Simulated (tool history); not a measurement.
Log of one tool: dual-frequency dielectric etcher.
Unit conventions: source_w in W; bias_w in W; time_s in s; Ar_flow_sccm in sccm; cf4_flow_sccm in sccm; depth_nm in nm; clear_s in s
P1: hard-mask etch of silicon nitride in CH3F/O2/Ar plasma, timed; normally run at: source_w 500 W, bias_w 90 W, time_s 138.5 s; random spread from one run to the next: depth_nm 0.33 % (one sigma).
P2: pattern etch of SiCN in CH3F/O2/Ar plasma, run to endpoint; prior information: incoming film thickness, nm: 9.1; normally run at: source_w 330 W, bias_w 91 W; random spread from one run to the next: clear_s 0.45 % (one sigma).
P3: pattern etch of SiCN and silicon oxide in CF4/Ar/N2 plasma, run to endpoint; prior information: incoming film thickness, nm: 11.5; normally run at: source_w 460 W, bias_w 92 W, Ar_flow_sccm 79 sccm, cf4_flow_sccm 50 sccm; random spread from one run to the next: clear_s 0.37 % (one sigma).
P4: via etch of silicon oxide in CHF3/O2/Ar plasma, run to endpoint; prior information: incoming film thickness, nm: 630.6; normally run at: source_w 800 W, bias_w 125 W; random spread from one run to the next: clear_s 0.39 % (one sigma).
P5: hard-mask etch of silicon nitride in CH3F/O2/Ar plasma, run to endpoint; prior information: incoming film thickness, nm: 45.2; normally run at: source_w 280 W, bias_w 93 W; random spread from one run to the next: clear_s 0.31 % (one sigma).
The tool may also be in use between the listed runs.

run	hour	process	source_w	bias_w	time_s	Ar_flow_sccm	cf4_flow_sccm	hours since the last wet clean	hours since the last source power generator calibration	hours since the last bias power generator calibration	depth_nm	clear_s
1	2.3	P1	500	90	138.5			297.4	732.2	1709.5	114.500	
2	5.4	P1	500	107	138.5			300.5	735.3	1712.6	121.480	
3	8.8	P3	460	70		79	50	303.9	738.7	1716.0		13.1820
4	12.5	P2	330	91				307.6	742.4	1719.7		24.0600
5	15.0	P3	460	92		79	50	310.1	744.9	1722.2		11.9360
6	17.3	P4	800	93				312.4	747.2	1724.5		343.1800
7	20.7	P4	560	125				315.8	750.6	1727.9		364.4300
8	23.0	P2	330	115				318.1	752.9	1730.2		21.8890
9	27.2	P3	660	92		79	50	322.3	757.1	1734.4		8.7779
10	29.9	P1	500	90	199.5			325.0	759.8	1737.1	165.750	
11	33.2	P2	220	91				328.3	763.1	1740.4		27.9130
12	35.8	P1	500	90	138.5			330.9	765.7	1743.0	114.330	
13	38.1	P3	460	92		50	50	333.2	768.0	1745.3		11.2900
14	40.1	P1	650	90	180.5			335.2	770.0	1747.3	164.600	
15	43.9	P3	460	92		79	50	339.0	773.8	1751.1		11.9900
# hour 44.7: wet clean of the chamber
16	45.7	P5	190	93				1.0	775.6	1752.9		77.4910
17	49.9	P5	280	93				5.2	779.8	1757.1		66.9360
18	52.2	P1	610	90	138.5			7.5	782.1	1759.4	123.630	
19	55.8	P1	500	90	138.5			11.1	785.7	1763.0	115.400	
20	59.8	P1	500	90	138.5			15.1	789.7	1767.0	114.790	
21	62.2	P3	460	92		79	69	17.5	792.1	1769.4		11.4430
22	65.3	P1	500	90	138.5			20.6	795.2	1772.5	114.330	
23	68.1	P1	500	90	107.0			23.4	798.0	1775.3	88.171	
24	72.0	P5	280	68				27.3	801.9	1779.2		75.0080
25	75.1	P2	330	91				30.4	805.0	1782.3		23.9660
26	78.4	P1	320	90	94.0			33.7	808.3	1785.6	65.815	
27	82.2	P4	800	125				37.5	812.1	1789.4		316.2900
28	86.3	P1	330	90	138.5			41.6	816.2	1793.5	97.860	
29	90.2	P1	500	59	138.5			45.5	820.1	1797.4	99.297	
30	93.4	P5	280	93				48.7	823.3	1800.6		67.3320

Run 31 comes next. What will it give?
31	95.7	P1	500	90	138.5			51.0	825.6	1802.9	?	

{"run 31": {"depth_nm": 114.92}}
